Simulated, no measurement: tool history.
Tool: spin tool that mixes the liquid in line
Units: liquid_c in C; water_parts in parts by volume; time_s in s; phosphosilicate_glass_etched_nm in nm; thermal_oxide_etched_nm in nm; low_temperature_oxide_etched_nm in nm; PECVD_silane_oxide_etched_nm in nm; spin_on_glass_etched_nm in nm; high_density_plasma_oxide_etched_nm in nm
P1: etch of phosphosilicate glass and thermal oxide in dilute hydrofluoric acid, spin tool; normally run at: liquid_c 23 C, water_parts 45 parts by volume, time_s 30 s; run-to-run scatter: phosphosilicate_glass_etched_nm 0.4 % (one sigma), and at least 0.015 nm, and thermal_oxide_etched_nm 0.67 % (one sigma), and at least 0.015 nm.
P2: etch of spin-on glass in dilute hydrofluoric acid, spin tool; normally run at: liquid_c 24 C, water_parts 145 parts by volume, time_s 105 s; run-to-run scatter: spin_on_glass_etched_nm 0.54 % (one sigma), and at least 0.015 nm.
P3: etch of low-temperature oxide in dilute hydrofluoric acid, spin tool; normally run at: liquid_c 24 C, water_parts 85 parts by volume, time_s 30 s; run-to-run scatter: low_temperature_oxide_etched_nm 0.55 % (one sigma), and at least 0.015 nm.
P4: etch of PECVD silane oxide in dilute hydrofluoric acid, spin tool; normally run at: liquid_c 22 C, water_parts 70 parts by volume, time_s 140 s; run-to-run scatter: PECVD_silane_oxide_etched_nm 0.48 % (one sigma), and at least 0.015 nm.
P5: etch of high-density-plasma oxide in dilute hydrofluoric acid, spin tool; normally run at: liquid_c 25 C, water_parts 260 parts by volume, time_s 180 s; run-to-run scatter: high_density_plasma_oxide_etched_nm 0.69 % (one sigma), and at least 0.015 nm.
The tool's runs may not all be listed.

run	hour	process	liquid_c	water_parts	time_s	phosphosilicate_glass_etched_nm	thermal_oxide_etched_nm	low_temperature_oxide_etched_nm	PECVD_silane_oxide_etched_nm	spin_on_glass_etched_nm	high_density_plasma_oxide_etched_nm
1	15.6	P1	23	45	30	107.29	3.2654				
2	32.1	P3	24	85	50			11.392			
3	44.1	P4	22	70	140				28.769		
4	56.6	P1	23	45	30	107.4	3.3069				
5	67.9	P3	24	85	30			6.8387			
6	84.1	P3	19.5	85	30			5.6626			
7	92	P1	23	45	50	181.1	5.4624				
8	108.6	P1	23	45	30	107.37	3.2977				
9	125	P1	23	45	30	108.01	3.2988				
10	133.6	P2	24	145	170					22.029	
11	142.1	P4	22	70	215				43.944		
12	154.5	P5	33	260	180						4.0085
13	171.1	P3	24	30	30			20.696			
14	185.6	P2	20	145	105					11.713	
15	199.1	P4	18	70	140				24.245		
16	216.3	P1	23	65	30	72.547	2.2158				
17	233.3	P1	19	45	15	45.112	1.4117				
18	247.7	P3	24	85	30			6.784			
19	260.7	P1	23	20	30	251.48	7.6269				
20	277.2	P5	25	260	180						3.118
21	289.9	P1	29.5	25	30	261.04	7.9816				
22	298.9	P1	30.5	45	30	145.63	4.381				
23	309.2	P4	22	95	140				20.437		
24	317.5	P1	23	45	30	107.75	3.2961				
25	330.8	P2	24	145	105					13.538	
26	340.4	P2	24	145	105					13.608	
27	354.5	P5	25	260	30						0.48368
28	370.2	P1	18	45	30	87.652	2.6489				
29	386.2	P2	24	65	105					33.469	
30	397.6	P1	23	45	15	53.444	1.6551				
31	409.5	P5	25	260	180						3.0234
32	422.5	P5	25	475	180						1.3649
33	432.1	P1	23	45	30	107.64	3.2862				
34	441.8	P1	23	45	30	109.95	3.4091				
35	453.4	P1	23	45	30	112.35	3.3725				
36	463.5	P1	23	45	30	114.38	3.4596				
37	477.4	P1	23	45	30	114.89	3.5085				
38	490.8	P1	23	45	30	114.48	3.5441				
39	498.9	P1	23	45	30	115.11	3.4981				
40	513	P1	23	45	30	115.09	3.524				

What P1 gives has crept away from where it was. These 2 causes fit the log equally well, each at the size given:
A: hydrofluoric acid flow above the setpoint (%) = 6.77
B: liquid hotter than its thermometer reads (K) = 1.68
The creep began at about hour 432.1.

4 check runs are offered, each on 3 wafers whose results are averaged, their results left as question marks. Which one tells the causes apart?
check 1	527.1	P5	29.5	465	180						?
check 2	527.1	P3	24	30	45			?			
check 3	527.1	P2	24	65	145					?	
check 4	527.1	P4	22	90	195				?		

What each check would give under each cause:
check	result	if A	if B
check 1	high_density_plasma_oxide_etched_nm	1.7775	1.6997
check 2	low_temperature_oxide_etched_nm	33.38	33.443
check 3	spin_on_glass_etched_nm	49.449	49.301
check 4	PECVD_silane_oxide_etched_nm	32.642	32.491
How far apart the two closest causes lie, in the result that separates them most: check 1 4.47 %; check 2 0.19 %; check 3 0.3 %; check 4 0.46 %
Only check 1 tells the causes apart: in the others they would give nearly the same result.

Check 1 was then run and gave: high_density_plasma_oxide_etched_nm 1.6848 nm. Which cause is it?

It is B: liquid hotter than its thermometer reads (K).
